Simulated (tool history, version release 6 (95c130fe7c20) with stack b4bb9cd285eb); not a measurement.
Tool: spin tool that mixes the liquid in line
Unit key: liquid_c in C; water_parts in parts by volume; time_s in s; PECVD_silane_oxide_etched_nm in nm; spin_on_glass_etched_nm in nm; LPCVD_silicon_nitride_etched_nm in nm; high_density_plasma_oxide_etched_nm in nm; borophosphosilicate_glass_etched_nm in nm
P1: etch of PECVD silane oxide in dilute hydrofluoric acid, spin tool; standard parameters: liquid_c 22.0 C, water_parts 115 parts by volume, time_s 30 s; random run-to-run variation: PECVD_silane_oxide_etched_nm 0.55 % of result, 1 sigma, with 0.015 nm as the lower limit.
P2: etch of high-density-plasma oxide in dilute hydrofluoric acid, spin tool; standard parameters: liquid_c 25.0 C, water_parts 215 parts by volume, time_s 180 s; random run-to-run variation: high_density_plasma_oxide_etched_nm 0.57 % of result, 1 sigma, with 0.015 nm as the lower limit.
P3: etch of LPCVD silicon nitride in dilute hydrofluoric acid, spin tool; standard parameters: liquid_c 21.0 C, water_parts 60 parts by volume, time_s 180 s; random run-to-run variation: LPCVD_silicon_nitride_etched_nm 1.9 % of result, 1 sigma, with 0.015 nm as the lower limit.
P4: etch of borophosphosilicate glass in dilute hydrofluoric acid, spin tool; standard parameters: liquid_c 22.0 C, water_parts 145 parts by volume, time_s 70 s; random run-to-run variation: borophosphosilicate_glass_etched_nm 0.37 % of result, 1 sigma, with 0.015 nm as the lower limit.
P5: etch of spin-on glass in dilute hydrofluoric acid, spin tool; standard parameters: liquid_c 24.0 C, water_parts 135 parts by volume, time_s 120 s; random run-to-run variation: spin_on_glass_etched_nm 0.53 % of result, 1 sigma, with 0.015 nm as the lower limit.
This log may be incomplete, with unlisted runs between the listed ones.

run   hour  process  liquid_c  water_parts  time_s  hours since the thermometer was replaced  hours since the hydrofluoric acid flow meter was replaced  PECVD_silane_oxide_etched_nm  spin_on_glass_etched_nm  LPCVD_silicon_nitride_etched_nm  high_density_plasma_oxide_etched_nm  borophosphosilicate_glass_etched_nm
  1    9.4       P1      22.0          115      30                                     691.0                                                      261.3                        5.6077
  2   23.2       P1      17.0          115      30                                     704.8                                                      275.1                        4.5723
  3   36.2       P5      24.0          135      45                                     717.8                                                      288.1                                                 12.780
  4   54.1       P1      22.0           70      30                                     735.7                                                      306.0                        9.6855
  5   68.5       P3      25.0           60     180                                     750.1                                                      320.4                                                                                 1.65210
  6   86.4       P2      30.0          215     180                                     768.0                                                      338.3                                                                                                                       5.8598
  7  104.7       P1      22.0          115      30                                     786.3                                                      356.6                        5.6028
  8  116.2       P3      21.0          105     180                                     797.8                                                      368.1                                                                                 0.73759
  9  129.6       P5      18.0          135     120                                     811.2                                                      381.5                                                 26.945
 10  140.2       P5      24.0           35     120                                     821.8                                                      392.1                                                149.390
 11  153.0       P2      25.0          105     180                                     834.6                                                      404.9                                                                                                                      11.3630
 12  161.6       P4      22.0          145      70                                     843.2                                                      413.5                                                                                                                                                           19.5950
 13  170.6       P2      25.0          215     180                                     852.2                                                      422.5                                                                                                                       4.8972
     175.8  -- thermometer replaced
 14  189.2       P3      21.0           60      75                                      13.5                                                      441.1                                                                                 0.52407
 15  207.1       P1      25.5          115      60                                      31.4                                                      459.0                       12.8280
 16  216.7       P5      24.0          135     120                                      41.0                                                      468.6                                                 34.198
 17  227.4       P2      25.0          215      15                                      51.7                                                      479.3                                                                                                                       0.3997
 18  242.9       P1      27.0          115      30                                      67.2                                                      494.8                        6.8798
 19  251.5       P1      22.0          115      30                                      75.8                                                      503.4                        5.6077
 20  263.4       P3      21.0           60     180                                      87.7                                                      515.3                                                                                 1.26140
 21  272.6       P4      22.0          145      70                                      96.9                                                      524.5                                                                                                                                                           19.5420
 22  291.1       P4      22.0          215      70                                     115.4                                                      543.0                                                                                                                                                           12.2700
 23  303.0       P1      22.0          205      30                                     127.3                                                      554.9                        2.8465
 24  317.6       P1      22.0          115      30                                     141.9                                                      569.5                        5.6395
 25  328.4       P1      22.0          115      15                                     152.7                                                      580.3                        2.7967
 26  345.4       P1      22.0          115      30                                     169.7                                                      597.3                        5.6479
 27  356.5       P1      17.0          115      55                                     180.8                                                      608.4                        8.4047
 28  369.4       P4      27.0          145      70                                     193.7                                                      621.3                                                                                                                                                           23.6310
 29  383.0       P1      22.0          115      30                                     207.3                                                      634.9                        5.6284
 30  393.4       P2      25.0          215     180                                     217.7                                                      645.3                                                                                                                       4.9053
 31  412.3       P4      22.0          145      15                                     236.6                                                      664.2                                                                                                                                                            4.1429

Predict the results of run 32:
 32  422.1       P1      22.0          115      50                                     246.4                                                      674.0                             ?

{"run 32": {"PECVD_silane_oxide_etched_nm": 9.3712}}
